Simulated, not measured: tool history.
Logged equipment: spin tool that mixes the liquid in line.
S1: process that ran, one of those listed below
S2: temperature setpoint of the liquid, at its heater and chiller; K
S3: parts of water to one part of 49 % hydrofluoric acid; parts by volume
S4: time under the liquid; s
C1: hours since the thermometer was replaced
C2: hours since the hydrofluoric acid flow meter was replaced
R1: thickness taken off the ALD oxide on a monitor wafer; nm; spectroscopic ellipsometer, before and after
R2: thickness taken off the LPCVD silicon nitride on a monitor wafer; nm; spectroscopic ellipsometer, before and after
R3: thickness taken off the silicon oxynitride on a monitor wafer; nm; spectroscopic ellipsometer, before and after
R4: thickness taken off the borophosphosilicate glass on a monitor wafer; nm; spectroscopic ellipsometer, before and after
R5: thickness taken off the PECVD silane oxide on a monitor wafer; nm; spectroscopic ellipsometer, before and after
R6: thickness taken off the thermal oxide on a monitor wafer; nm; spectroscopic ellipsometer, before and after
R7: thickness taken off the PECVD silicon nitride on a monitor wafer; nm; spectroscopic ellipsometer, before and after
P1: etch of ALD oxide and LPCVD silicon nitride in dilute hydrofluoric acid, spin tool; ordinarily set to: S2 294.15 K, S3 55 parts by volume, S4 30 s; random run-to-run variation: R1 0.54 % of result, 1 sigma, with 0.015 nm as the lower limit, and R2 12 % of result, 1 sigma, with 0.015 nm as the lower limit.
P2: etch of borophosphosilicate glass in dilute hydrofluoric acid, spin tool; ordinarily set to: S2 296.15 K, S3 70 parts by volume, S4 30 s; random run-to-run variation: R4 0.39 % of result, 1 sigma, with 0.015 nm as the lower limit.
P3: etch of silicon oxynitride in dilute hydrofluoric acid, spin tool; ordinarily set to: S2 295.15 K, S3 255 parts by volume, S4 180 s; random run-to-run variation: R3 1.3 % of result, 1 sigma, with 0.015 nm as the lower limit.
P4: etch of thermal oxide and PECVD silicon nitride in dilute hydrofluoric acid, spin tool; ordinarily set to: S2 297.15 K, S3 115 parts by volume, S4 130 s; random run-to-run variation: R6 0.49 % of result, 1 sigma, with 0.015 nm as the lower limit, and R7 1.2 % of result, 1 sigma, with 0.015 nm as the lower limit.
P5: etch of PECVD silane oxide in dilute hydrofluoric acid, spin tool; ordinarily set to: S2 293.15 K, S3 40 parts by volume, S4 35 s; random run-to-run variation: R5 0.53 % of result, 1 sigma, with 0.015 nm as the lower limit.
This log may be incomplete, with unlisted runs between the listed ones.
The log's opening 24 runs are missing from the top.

run,hour,S1,S2,S3,S4,C1,C2,R1,R2,R3,R4,R5,R6,R7
25,338.7,P1,294.15,20,30,2459.2,140.7,47.3,0.5085,,,,,
26,348.3,P4,297.15,115,130,2468.8,150.3,,,,,,5.0669,1.9287
27,356.8,P5,293.15,40,35,2477.3,158.8,,,,,16.965,,
28,370.8,P1,294.15,90,30,2491.3,172.8,9.6798,0.13023,,,,,
29,387.6,P5,293.15,40,15,2508.1,189.6,,,,,7.3035,,
30,403,P4,297.15,45,130,2523.5,205,,,,,,13.953,4.9073
31,411.2,P1,294.15,55,30,2531.7,213.2,16.594,0.19871,,,,,
32,426.5,P1,294.15,55,30,2547,228.5,17.012,0.15825,,,,,

Forecast run 33:
33,439.7,P1,294.15,55,30,2560.2,241.7,?,?,,,,,

R1: 17.155 nm
R2: 0.2344 nm
